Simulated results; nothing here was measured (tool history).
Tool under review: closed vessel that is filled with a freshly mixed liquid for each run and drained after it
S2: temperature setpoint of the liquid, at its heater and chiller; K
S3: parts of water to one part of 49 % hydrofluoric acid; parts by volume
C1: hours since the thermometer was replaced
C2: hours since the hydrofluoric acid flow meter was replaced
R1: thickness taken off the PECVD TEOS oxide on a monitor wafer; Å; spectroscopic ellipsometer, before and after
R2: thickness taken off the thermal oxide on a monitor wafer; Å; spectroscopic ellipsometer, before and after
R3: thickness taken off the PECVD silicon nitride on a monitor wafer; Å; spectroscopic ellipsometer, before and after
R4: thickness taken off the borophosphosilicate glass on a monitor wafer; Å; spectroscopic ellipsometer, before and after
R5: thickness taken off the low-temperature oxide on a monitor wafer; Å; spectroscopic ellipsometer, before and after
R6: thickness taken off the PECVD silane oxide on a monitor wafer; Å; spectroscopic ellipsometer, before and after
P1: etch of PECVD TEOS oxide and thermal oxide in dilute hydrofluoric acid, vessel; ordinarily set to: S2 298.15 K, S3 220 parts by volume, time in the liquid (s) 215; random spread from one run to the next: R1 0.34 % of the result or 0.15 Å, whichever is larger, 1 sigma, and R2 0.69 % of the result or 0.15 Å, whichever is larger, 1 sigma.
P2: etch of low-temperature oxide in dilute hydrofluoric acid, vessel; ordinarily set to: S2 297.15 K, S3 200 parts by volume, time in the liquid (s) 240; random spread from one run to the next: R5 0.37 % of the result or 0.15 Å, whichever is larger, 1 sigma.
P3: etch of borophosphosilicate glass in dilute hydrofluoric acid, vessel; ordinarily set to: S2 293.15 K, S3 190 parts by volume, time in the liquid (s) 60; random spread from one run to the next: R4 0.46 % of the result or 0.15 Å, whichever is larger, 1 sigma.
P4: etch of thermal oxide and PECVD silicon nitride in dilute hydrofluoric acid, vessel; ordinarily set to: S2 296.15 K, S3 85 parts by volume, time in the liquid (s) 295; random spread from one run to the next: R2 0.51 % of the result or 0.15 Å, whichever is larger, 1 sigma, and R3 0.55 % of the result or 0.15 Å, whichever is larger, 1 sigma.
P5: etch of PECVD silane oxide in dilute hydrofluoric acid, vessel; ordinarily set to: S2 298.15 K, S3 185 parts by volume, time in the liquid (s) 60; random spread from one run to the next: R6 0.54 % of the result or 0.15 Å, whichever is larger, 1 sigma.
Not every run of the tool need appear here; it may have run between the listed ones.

run 1 hour=10.6 | process_that_ran=P1 S2=298.15 S3=220 time_in_the_liquid_(s)=215 | C1=401.6 C2=1001.7 | R1=160.390 R2=39.9380
run 2 hour=22.9 | process_that_ran=P1 S2=298.15 S3=325 time_in_the_liquid_(s)=215 | C1=413.9 C2=1014.0 | R1=97.905 R2=24.5530
run 3 hour=32.1 | process_that_ran=P1 S2=298.15 S3=220 time_in_the_liquid_(s)=215 | C1=423.1 C2=1023.2 | R1=159.920 R2=40.1820
run 4 hour=44.2 | process_that_ran=P4 S2=296.15 S3=85 time_in_the_liquid_(s)=295 | C1=435.2 C2=1035.3 | R2=156.6400 R3=123.400
run 5 hour=53.4 | process_that_ran=P3 S2=293.15 S3=190 time_in_the_liquid_(s)=100 | C1=444.4 C2=1044.5 | R4=234.15
run 6 hour=68.4 | process_that_ran=P1 S2=298.15 S3=110 time_in_the_liquid_(s)=215 | C1=459.4 C2=1059.5 | R1=363.960 R2=91.4310
run 7 hour=86.3 | process_that_ran=P1 S2=298.15 S3=220 time_in_the_liquid_(s)=65 | C1=477.3 C2=1077.4 | R1=48.610 R2=12.3520
run 8 hour=98.7 | process_that_ran=P2 S2=297.15 S3=200 time_in_the_liquid_(s)=45 | C1=489.7 C2=1089.8 | R5=56.086
run 9 hour=108.8 | process_that_ran=P3 S2=300.65 S3=190 time_in_the_liquid_(s)=60 | C1=499.8 C2=1099.9 | R4=185.69
run 10 hour=120.0 | process_that_ran=P5 S2=298.15 S3=185 time_in_the_liquid_(s)=30 | C1=511.0 C2=1111.1 | R6=49.283
run 11 hour=131.4 | process_that_ran=P1 S2=298.15 S3=220 time_in_the_liquid_(s)=385 | C1=522.4 C2=1122.5 | R1=287.750 R2=71.6530
run 12 hour=140.4 | process_that_ran=P5 S2=298.15 S3=185 time_in_the_liquid_(s)=60 | C1=531.4 C2=1131.5 | R6=99.413
run 13 hour=155.1 | process_that_ran=P2 S2=303.65 S3=200 time_in_the_liquid_(s)=240 | C1=546.1 C2=1146.2 | R5=377.760
run 14 hour=166.1 | process_that_ran=P5 S2=298.15 S3=100 time_in_the_liquid_(s)=60 | C1=557.1 C2=1157.2 | R6=203.620
run 15 hour=180.2 | process_that_ran=P1 S2=290.15 S3=220 time_in_the_liquid_(s)=30 | C1=571.2 C2=1171.3 | R1=16.427 R2=4.3112
run 16 hour=197.6 | process_that_ran=P1 S2=298.15 S3=220 time_in_the_liquid_(s)=215 | C1=588.6 C2=1188.7 | R1=161.170 R2=39.9770
run 17 hour=208.5 | process_that_ran=P5 S2=305.15 S3=185 time_in_the_liquid_(s)=60 | C1=599.5 C2=1199.6 | R6=127.540
run 18 hour=223.3 | process_that_ran=P4 S2=303.65 S3=85 time_in_the_liquid_(s)=295 | C1=614.3 C2=1214.4 | R2=209.7900 R3=200.700
run 19 hour=234.0 | process_that_ran=P4 S2=296.15 S3=20 time_in_the_liquid_(s)=295 | C1=625.0 C2=1225.1 | R2=726.0100 R3=500.060
run 20 hour=244.8 | process_that_ran=P1 S2=298.15 S3=220 time_in_the_liquid_(s)=215 | C1=635.8 C2=1235.9 | R1=161.480 R2=39.8440
run 21 hour=262.5 | process_that_ran=P2 S2=297.15 S3=200 time_in_the_liquid_(s)=240 | C1=653.5 C2=1253.6 | R5=297.430
run 22 hour=271.5 | process_that_ran=P1 S2=298.15 S3=220 time_in_the_liquid_(s)=215 | C1=662.5 C2=1262.6 | R1=160.690 R2=40.4330
run 23 hour=289.0 | process_that_ran=P3 S2=293.15 S3=35 time_in_the_liquid_(s)=60 | C1=680.0 C2=1280.1 | R4=905.04
run 24 hour=300.8 | process_that_ran=P1 S2=304.15 S3=220 time_in_the_liquid_(s)=215 | C1=691.8 C2=1291.9 | R1=197.690 R2=48.5170
run 25 hour=310.8 | process_that_ran=P1 S2=294.15 S3=220 time_in_the_liquid_(s)=35 | C1=701.8 C2=1301.9 | R1=22.660 R2=5.5469
run 26 hour=325.3 | process_that_ran=P3 S2=293.15 S3=190 time_in_the_liquid_(s)=60 | C1=716.3 C2=1316.4 | R4=140.31
run 27 hour=337.2 | process_that_ran=P1 S2=298.15 S3=220 time_in_the_liquid_(s)=215 | C1=728.2 C2=1328.3 | R1=159.130 R2=40.8830
run 28 hour=345.9 | process_that_ran=P1 S2=290.15 S3=220 time_in_the_liquid_(s)=215 | C1=736.9 C2=1337.0 | R1=119.110 R2=30.0910
run 29 hour=359.4 | process_that_ran=P2 S2=297.15 S3=110 time_in_the_liquid_(s)=240 | C1=750.4 C2=1350.5 | R5=601.200
run 30 hour=371.5 | process_that_ran=P4 S2=296.15 S3=85 time_in_the_liquid_(s)=30 | C1=762.5 C2=1362.6 | R2=16.0370 R3=12.225
run 31 hour=386.0 | process_that_ran=P1 S2=298.15 S3=220 time_in_the_liquid_(s)=215 | C1=777.0 C2=1377.1 | R1=160.340 R2=39.4420
run 32 hour=402.5 | process_that_ran=P1 S2=298.15 S3=220 time_in_the_liquid_(s)=215 | C1=793.5 C2=1393.6 | R1=155.800 R2=38.5020
run 33 hour=418.2 | process_that_ran=P1 S2=298.15 S3=220 time_in_the_liquid_(s)=215 | C1=809.2 C2=1409.3 | R1=154.540 R2=38.7210
run 34 hour=432.3 | process_that_ran=P1 S2=298.15 S3=220 time_in_the_liquid_(s)=215 | C1=823.3 C2=1423.4 | R1=151.730 R2=38.1870
run 35 hour=442.8 | process_that_ran=P1 S2=298.15 S3=220 time_in_the_liquid_(s)=215 | C1=833.8 C2=1433.9 | R1=152.000 R2=37.7300
run 36 hour=460.5 | process_that_ran=P1 S2=298.15 S3=220 time_in_the_liquid_(s)=215 | C1=851.5 C2=1451.6 | R1=151.470 R2=37.5730
run 37 hour=473.3 | process_that_ran=P1 S2=298.15 S3=220 time_in_the_liquid_(s)=215 | C1=864.3 C2=1464.4 | R1=150.160 R2=37.6830
run 38 hour=488.8 | process_that_ran=P1 S2=298.15 S3=220 time_in_the_liquid_(s)=215 | C1=879.8 C2=1479.9 | R1=150.740 R2=37.7440
run 39 hour=506.8 | process_that_ran=P1 S2=298.15 S3=220 time_in_the_liquid_(s)=215 | C1=897.8 C2=1497.9 | R1=150.720 R2=37.4920
run 40 hour=516.2 | process_that_ran=P1 S2=298.15 S3=220 time_in_the_liquid_(s)=215 | C1=907.2 C2=1507.3 | R1=149.950 R2=37.4870
run 41 hour=525.2 | process_that_ran=P1 S2=298.15 S3=220 time_in_the_liquid_(s)=215 | C1=916.2 C2=1516.3 | R1=150.010 R2=37.4820
run 42 hour=535.1 | process_that_ran=P1 S2=298.15 S3=220 time_in_the_liquid_(s)=215 | C1=926.1 C2=1526.2 | R1=150.500 R2=37.0850

P1 has crept away from where it was. The log is fitted equally well by each of these 2 causes, at the sizes shown:
A: hydrofluoric acid flow below the setpoint (%) = 5.24
B: liquid colder than its thermometer reads (K) = 1.84
The drift started at roughly hour 386.0.

Below are 4 check runs, each on a single wafer, with their results shown as question marks. Which of them would tell the listed causes apart, meaning the causes would give clearly different results under it?
run check 1 hour=545.0 | process_that_ran=P2 S2=297.15 S3=200 time_in_the_liquid_(s)=240 | R5=?
run check 2 hour=545.0 | process_that_ran=P5 S2=298.15 S3=185 time_in_the_liquid_(s)=60 | R6=?
run check 3 hour=545.0 | process_that_ran=P3 S2=293.15 S3=190 time_in_the_liquid_(s)=60 | R4=?
run check 4 hour=545.0 | process_that_ran=P4 S2=296.15 S3=85 time_in_the_liquid_(s)=295 | R2=? R3=?

How each check would come out, cause by cause:
check=check_1 result=R5 if_A=279.660 if_B=278.810
check=check_2 result=R6 if_A=93.015 if_B=92.697
check=check_3 result=R4 if_A=131.74 if_B=130.70
check=check_4 result=R2 if_A=147.8400 if_B=145.5900
check=check_4 result=R3 if_A=116.790 if_B=108.780
Per-check spread between the two closest causes, in the result where they differ most: check 1 0.31 %; check 2 0.34 %; check 3 0.8 %; check 4 7.1 %
Of the check runs offered, only check 4 discriminates between the causes; the rest would read about the same regardless of which cause applies.

Check 4 was carried out, with these results: R2 144.6600 Å; R3 107.900 Å. Which of the listed causes is responsible?

Of the candidate causes, it is B: liquid colder than its thermometer reads (K).
